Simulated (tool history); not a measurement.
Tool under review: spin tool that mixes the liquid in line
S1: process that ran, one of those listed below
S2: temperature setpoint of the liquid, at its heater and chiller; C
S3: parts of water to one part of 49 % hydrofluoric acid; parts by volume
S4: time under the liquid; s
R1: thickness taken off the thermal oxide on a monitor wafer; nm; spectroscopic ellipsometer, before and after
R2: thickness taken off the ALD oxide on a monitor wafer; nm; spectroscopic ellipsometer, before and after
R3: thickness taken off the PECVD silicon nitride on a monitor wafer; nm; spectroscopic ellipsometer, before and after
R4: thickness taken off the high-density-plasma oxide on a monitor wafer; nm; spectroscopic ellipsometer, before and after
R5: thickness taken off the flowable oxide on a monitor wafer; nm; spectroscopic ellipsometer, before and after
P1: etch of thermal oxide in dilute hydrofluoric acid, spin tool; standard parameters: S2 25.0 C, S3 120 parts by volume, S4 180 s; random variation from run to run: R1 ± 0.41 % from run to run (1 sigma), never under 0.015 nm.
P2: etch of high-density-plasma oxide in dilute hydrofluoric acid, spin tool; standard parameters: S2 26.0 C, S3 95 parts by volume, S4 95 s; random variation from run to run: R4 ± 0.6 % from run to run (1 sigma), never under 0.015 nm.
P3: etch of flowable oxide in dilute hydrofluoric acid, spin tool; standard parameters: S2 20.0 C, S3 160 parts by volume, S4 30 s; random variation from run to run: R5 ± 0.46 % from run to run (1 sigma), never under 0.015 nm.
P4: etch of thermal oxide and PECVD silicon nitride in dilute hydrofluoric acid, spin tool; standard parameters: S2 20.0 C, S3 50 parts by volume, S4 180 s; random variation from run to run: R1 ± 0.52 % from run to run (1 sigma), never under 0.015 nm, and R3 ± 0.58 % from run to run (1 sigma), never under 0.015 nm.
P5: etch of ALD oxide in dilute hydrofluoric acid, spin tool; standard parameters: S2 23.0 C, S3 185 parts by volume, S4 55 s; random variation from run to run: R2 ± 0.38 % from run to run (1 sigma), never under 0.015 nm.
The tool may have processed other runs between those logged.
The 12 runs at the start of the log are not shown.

| run | hour | S1 | S2 | S3 | S4 | R1 | R2 | R3 | R4 | R5 |
|---|---|---|---|---|---|---|---|---|---|---|
| 13 | 174.0 | P2 | 26.0 | 95 | 15 |  |  |  | 0.92865 |  |
| 14 | 183.5 | P1 | 25.0 | 200 | 180 | 4.04840 |  |  |  |  |
| 15 | 197.5 | P3 | 20.0 | 160 | 30 |  |  |  |  | 7.3366 |
| 16 | 210.6 | P4 | 20.0 | 50 | 305 | 25.98600 |  | 8.5017 |  |  |
| 17 | 220.3 | P1 | 25.0 | 120 | 180 | 7.34450 |  |  |  |  |
| 18 | 236.3 | P4 | 20.0 | 50 | 180 | 15.23000 |  | 5.0064 |  |  |
| 19 | 250.1 | P1 | 25.0 | 190 | 110 | 2.61780 |  |  |  |  |
| 20 | 262.8 | P5 | 23.0 | 185 | 105 |  | 12.0720 |  |  |  |
| 21 | 273.9 | P1 | 25.0 | 120 | 180 | 7.36160 |  |  |  |  |
| 22 | 286.3 | P1 | 25.0 | 120 | 180 | 7.38730 |  |  |  |  |
|  | 287.3 | thermometer replaced |
| 23 | 303.7 | P3 | 20.0 | 160 | 50 |  |  |  |  | 12.0860 |
| 24 | 318.7 | P5 | 23.0 | 320 | 55 |  | 3.2141 |  |  |  |
| 25 | 332.4 | P1 | 20.5 | 120 | 180 | 6.15620 |  |  |  |  |
| 26 | 340.0 | P1 | 25.0 | 120 | 20 | 0.80528 |  |  |  |  |
| 27 | 357.4 | P1 | 25.0 | 120 | 355 | 14.50700 |  |  |  |  |
| 28 | 374.4 | P3 | 20.0 | 295 | 30 |  |  |  |  | 3.4788 |
| 29 | 390.3 | P2 | 26.0 | 95 | 95 |  |  |  | 5.96360 |  |
| 30 | 406.1 | P1 | 31.0 | 120 | 55 | 2.83490 |  |  |  |  |
| 31 | 414.3 | P3 | 20.0 | 160 | 30 |  |  |  |  | 7.3095 |
| 32 | 428.8 | P4 | 17.0 | 50 | 180 | 13.56300 |  | 4.0744 |  |  |
| 33 | 441.7 | P2 | 26.0 | 135 | 95 |  |  |  | 3.89370 |  |
| 34 | 456.3 | P1 | 25.0 | 120 | 180 | 7.35740 |  |  |  |  |
| 35 | 472.5 | P1 | 25.0 | 120 | 180 | 7.17010 |  |  |  |  |

Run 36 comes next. What will it give?
| 36 | 486.3 | P1 | 25.0 | 120 | 180 | ? |  |  |  |  |

R1: 7.06330 nm

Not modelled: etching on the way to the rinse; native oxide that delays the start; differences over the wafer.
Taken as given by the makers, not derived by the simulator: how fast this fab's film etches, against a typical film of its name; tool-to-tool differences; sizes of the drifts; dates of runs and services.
